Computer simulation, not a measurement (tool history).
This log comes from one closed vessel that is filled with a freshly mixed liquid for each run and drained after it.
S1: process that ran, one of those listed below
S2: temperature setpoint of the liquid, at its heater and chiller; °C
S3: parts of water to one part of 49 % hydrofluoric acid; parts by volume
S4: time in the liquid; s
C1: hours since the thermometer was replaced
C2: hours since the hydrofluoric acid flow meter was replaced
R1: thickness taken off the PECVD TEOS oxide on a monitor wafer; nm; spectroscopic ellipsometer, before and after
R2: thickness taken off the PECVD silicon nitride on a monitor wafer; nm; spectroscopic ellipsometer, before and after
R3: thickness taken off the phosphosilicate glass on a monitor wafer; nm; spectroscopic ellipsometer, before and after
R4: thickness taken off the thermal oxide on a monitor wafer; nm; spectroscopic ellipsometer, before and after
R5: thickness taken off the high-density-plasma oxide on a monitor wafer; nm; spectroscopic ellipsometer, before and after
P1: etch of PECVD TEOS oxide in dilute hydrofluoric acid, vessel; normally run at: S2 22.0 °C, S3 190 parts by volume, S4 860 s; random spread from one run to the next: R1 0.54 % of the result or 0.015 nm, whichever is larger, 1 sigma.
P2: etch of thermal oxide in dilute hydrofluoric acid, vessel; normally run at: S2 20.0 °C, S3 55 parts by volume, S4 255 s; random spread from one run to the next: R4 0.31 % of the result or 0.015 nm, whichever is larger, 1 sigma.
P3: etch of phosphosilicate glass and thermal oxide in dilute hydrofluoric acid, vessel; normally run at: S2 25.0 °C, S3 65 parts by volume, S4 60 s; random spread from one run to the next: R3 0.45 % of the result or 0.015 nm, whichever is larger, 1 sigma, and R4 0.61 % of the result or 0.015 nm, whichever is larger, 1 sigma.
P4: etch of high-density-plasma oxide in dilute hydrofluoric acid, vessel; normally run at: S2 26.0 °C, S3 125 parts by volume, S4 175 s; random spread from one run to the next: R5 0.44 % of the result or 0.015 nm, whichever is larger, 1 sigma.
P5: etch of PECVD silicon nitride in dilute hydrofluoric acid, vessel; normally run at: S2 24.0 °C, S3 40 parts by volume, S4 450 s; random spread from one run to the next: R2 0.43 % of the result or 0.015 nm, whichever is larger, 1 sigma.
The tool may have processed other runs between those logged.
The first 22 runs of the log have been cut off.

run 23 hour=209.8 | S1=P4 S2=26.0 S3=125 S4=270 | C1=576.6 C2=873.3 | R5=11.4570
run 24 hour=216.2 | S1=P2 S2=20.0 S3=55 S4=30 | C1=583.0 C2=879.7 | R4=2.3796
run 25 hour=225.6 | S1=P5 S2=24.0 S3=40 S4=450 | C1=592.4 C2=889.1 | R2=19.0100
run 26 hour=234.4 | S1=P1 S2=22.0 S3=100 S4=860 | C1=601.2 C2=897.9 | R1=108.5900
run 27 hour=244.2 | S1=P2 S2=20.0 S3=55 S4=255 | C1=611.0 C2=907.7 | R4=20.4610
run 28 hour=251.3 | S1=P1 S2=17.0 S3=105 S4=860 | C1=618.1 C2=914.8 | R1=84.1690
run 29 hour=263.5 | S1=P2 S2=17.0 S3=55 S4=255 | C1=630.3 C2=927.0 | R4=18.0690
run 30 hour=272.9 | S1=P1 S2=22.0 S3=190 S4=860 | C1=639.7 C2=936.4 | R1=52.0030
run 31 hour=284.4 | S1=P1 S2=22.0 S3=190 S4=860 | C1=651.2 C2=947.9 | R1=50.8710
run 32 hour=297.4 | S1=P1 S2=22.0 S3=190 S4=860 | C1=664.2 C2=960.9 | R1=49.4020
run 33 hour=305.3 | S1=P1 S2=22.0 S3=190 S4=860 | C1=672.1 C2=968.8 | R1=49.3980

Forecast run 34:
run 34 hour=310.9 | S1=P1 S2=22.0 S3=190 S4=860 | C1=677.7 C2=974.4 | R1=?

R1: 49.5070 nm
